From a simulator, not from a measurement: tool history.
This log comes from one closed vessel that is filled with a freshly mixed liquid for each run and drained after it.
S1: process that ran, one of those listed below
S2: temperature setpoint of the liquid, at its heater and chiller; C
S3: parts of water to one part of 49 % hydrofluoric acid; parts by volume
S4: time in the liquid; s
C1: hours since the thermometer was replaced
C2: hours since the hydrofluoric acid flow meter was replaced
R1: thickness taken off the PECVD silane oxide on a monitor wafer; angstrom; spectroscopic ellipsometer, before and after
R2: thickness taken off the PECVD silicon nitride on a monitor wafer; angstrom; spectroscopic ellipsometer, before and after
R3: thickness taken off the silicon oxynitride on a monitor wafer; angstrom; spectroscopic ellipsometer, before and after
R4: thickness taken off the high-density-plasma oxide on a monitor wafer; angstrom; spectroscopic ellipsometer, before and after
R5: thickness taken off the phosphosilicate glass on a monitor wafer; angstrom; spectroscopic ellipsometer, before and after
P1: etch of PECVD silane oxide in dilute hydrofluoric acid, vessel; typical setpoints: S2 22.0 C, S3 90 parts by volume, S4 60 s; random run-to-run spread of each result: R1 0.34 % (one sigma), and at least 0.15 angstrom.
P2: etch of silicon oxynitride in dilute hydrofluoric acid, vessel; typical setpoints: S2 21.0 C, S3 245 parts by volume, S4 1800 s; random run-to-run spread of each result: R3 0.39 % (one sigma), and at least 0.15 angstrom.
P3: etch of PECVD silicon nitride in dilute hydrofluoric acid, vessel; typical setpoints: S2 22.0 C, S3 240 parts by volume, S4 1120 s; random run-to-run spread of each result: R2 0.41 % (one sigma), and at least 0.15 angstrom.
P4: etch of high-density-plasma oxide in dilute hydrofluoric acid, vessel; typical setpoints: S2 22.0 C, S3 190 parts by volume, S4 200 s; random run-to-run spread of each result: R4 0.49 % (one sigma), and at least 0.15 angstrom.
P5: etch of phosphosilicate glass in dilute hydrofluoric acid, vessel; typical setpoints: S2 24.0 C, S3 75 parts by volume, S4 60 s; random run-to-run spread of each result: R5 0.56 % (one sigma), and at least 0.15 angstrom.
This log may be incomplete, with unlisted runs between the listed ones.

| run | hour | S1 | S2 | S3 | S4 | C1 | C2 | R1 | R2 | R3 | R4 | R5 |
|---|---|---|---|---|---|---|---|---|---|---|---|---|
| 1 | 5.0 | P1 | 22.0 | 90 | 60 | 1209.9 | 665.6 | 307.390 |  |  |  |  |
| 2 | 7.6 | P3 | 30.0 | 240 | 1120 | 1212.5 | 668.2 |  | 139.480 |  |  |  |
| 3 | 11.9 | P1 | 22.0 | 90 | 30 | 1216.8 | 672.5 | 154.080 |  |  |  |  |
| 4 | 14.7 | P2 | 21.0 | 245 | 1800 | 1219.6 | 675.3 |  |  | 169.880 |  |  |
| 5 | 18.8 | P4 | 17.0 | 190 | 200 | 1223.7 | 679.4 |  |  |  | 37.945 |  |
| 6 | 23.1 | P1 | 29.5 | 90 | 60 | 1228.0 | 683.7 | 416.990 |  |  |  |  |
| 7 | 26.6 | P5 | 24.0 | 20 | 60 | 1231.5 | 687.2 |  |  |  |  | 3674.70 |
|  | 27.0 | hydrofluoric acid flow meter replaced |
| 8 | 31.8 | P4 | 22.0 | 190 | 345 | 1236.7 | 4.8 |  |  |  | 80.035 |  |
| 9 | 34.6 | P3 | 22.0 | 240 | 1120 | 1239.5 | 7.6 |  | 85.177 |  |  |  |
| 10 | 37.5 | P1 | 18.5 | 90 | 60 | 1242.4 | 10.5 | 267.320 |  |  |  |  |
| 11 | 40.9 | P4 | 22.0 | 40 | 200 | 1245.8 | 13.9 |  |  |  | 261.660 |  |
| 12 | 43.9 | P3 | 22.0 | 435 | 1120 | 1248.8 | 16.9 |  | 47.830 |  |  |  |
| 13 | 46.9 | P2 | 21.0 | 345 | 1800 | 1251.8 | 19.9 |  |  | 113.130 |  |  |
| 14 | 50.2 | P1 | 22.0 | 160 | 30 | 1255.1 | 23.2 | 80.424 |  |  |  |  |
| 15 | 55.6 | P1 | 22.0 | 90 | 60 | 1260.5 | 28.6 | 310.910 |  |  |  |  |
| 16 | 58.4 | P3 | 22.0 | 240 | 1120 | 1263.3 | 31.4 |  | 85.241 |  |  |  |
| 17 | 61.6 | P5 | 24.0 | 75 | 60 | 1266.5 | 34.6 |  |  |  |  | 911.39 |
| 18 | 63.9 | P3 | 22.0 | 240 | 1745 | 1268.8 | 36.9 |  | 132.700 |  |  |  |
| 19 | 67.0 | P2 | 21.0 | 245 | 625 | 1271.9 | 40.0 |  |  | 58.569 |  |  |
| 20 | 72.3 | P5 | 28.5 | 75 | 60 | 1277.2 | 45.3 |  |  |  |  | 1082.00 |
| 21 | 77.1 | P5 | 24.0 | 75 | 30 | 1282.0 | 50.1 |  |  |  |  | 453.04 |
| 22 | 81.5 | P2 | 17.0 | 245 | 1800 | 1286.4 | 54.5 |  |  | 141.040 |  |  |
| 23 | 86.6 | P1 | 22.0 | 90 | 60 | 1291.5 | 59.6 | 309.850 |  |  |  |  |
| 24 | 91.0 | P1 | 22.0 | 160 | 60 | 1295.9 | 64.0 | 161.090 |  |  |  |  |
| 25 | 94.9 | P1 | 22.0 | 50 | 60 | 1299.8 | 67.9 | 580.640 |  |  |  |  |
| 26 | 98.6 | P1 | 22.0 | 90 | 60 | 1303.5 | 71.6 | 309.240 |  |  |  |  |
| 27 | 102.9 | P1 | 22.0 | 90 | 115 | 1307.8 | 75.9 | 590.280 |  |  |  |  |
| 28 | 106.2 | P4 | 22.0 | 190 | 200 | 1311.1 | 79.2 |  |  |  | 46.305 |  |
| 29 | 110.9 | P1 | 22.0 | 90 | 60 | 1315.8 | 83.9 | 308.860 |  |  |  |  |
| 30 | 115.2 | P1 | 22.0 | 90 | 60 | 1320.1 | 88.2 | 298.780 |  |  |  |  |
| 31 | 117.9 | P1 | 22.0 | 90 | 60 | 1322.8 | 90.9 | 293.430 |  |  |  |  |
| 32 | 123.0 | P1 | 22.0 | 90 | 60 | 1327.9 | 96.0 | 288.450 |  |  |  |  |
| 33 | 128.2 | P1 | 22.0 | 90 | 60 | 1333.1 | 101.2 | 286.340 |  |  |  |  |
| 34 | 132.5 | P1 | 22.0 | 90 | 60 | 1337.4 | 105.5 | 285.910 |  |  |  |  |
| 35 | 135.4 | P1 | 22.0 | 90 | 60 | 1340.3 | 108.4 | 285.640 |  |  |  |  |
| 36 | 138.2 | P1 | 22.0 | 90 | 60 | 1343.1 | 111.2 | 285.270 |  |  |  |  |
| 37 | 141.9 | P1 | 22.0 | 90 | 60 | 1346.8 | 114.9 | 283.540 |  |  |  |  |

The log shows P1 creeping away from where it was. Any of the 2 causes listed here, at the size stated for it, fits the log just as well as the others:
A: liquid colder than its thermometer reads (K) = 2.02
B: hydrofluoric acid flow below the setpoint (%) = 7.15
The drift started at roughly hour 110.9.

Below are 4 check runs, each on a single wafer, with their results shown as question marks. Which of them would tell the listed causes apart, meaning the causes would give clearly different results under it?
| check 1 | 145.6 | P4 | 22.0 | 190 | 200 |  |  |  |  |  | ? |  |
| check 2 | 145.6 | P2 | 21.0 | 245 | 1800 |  |  |  |  | ? |  |  |
| check 3 | 145.6 | P5 | 24.0 | 75 | 60 |  |  |  |  |  |  | ? |
| check 4 | 145.6 | P3 | 22.0 | 240 | 1120 |  |  |  | ? |  |  |  |

How each check would come out, cause by cause:
| check | result | if A | if B |
|---|---|---|---|
| check 1 | R4 | 42.680 | 42.187 |
| check 2 | R3 | 154.870 | 155.720 |
| check 3 | R5 | 834.06 | 834.60 |
| check 4 | R2 | 74.918 | 79.305 |
Gap, in per cent, between the two causes that each check separates least, read from the result that separates them most: check 1 1.16 %; check 2 0.55 %; check 3 0.06 %; check 4 5.69 %
Only in check 4 would the causes give clearly different results; in the remaining checks their results would be nearly the same.

Check 4 was carried out, with these results: R2 74.515 angstrom. Which of the listed causes is responsible?

Of the candidate causes, it is A: liquid colder than its thermometer reads (K).

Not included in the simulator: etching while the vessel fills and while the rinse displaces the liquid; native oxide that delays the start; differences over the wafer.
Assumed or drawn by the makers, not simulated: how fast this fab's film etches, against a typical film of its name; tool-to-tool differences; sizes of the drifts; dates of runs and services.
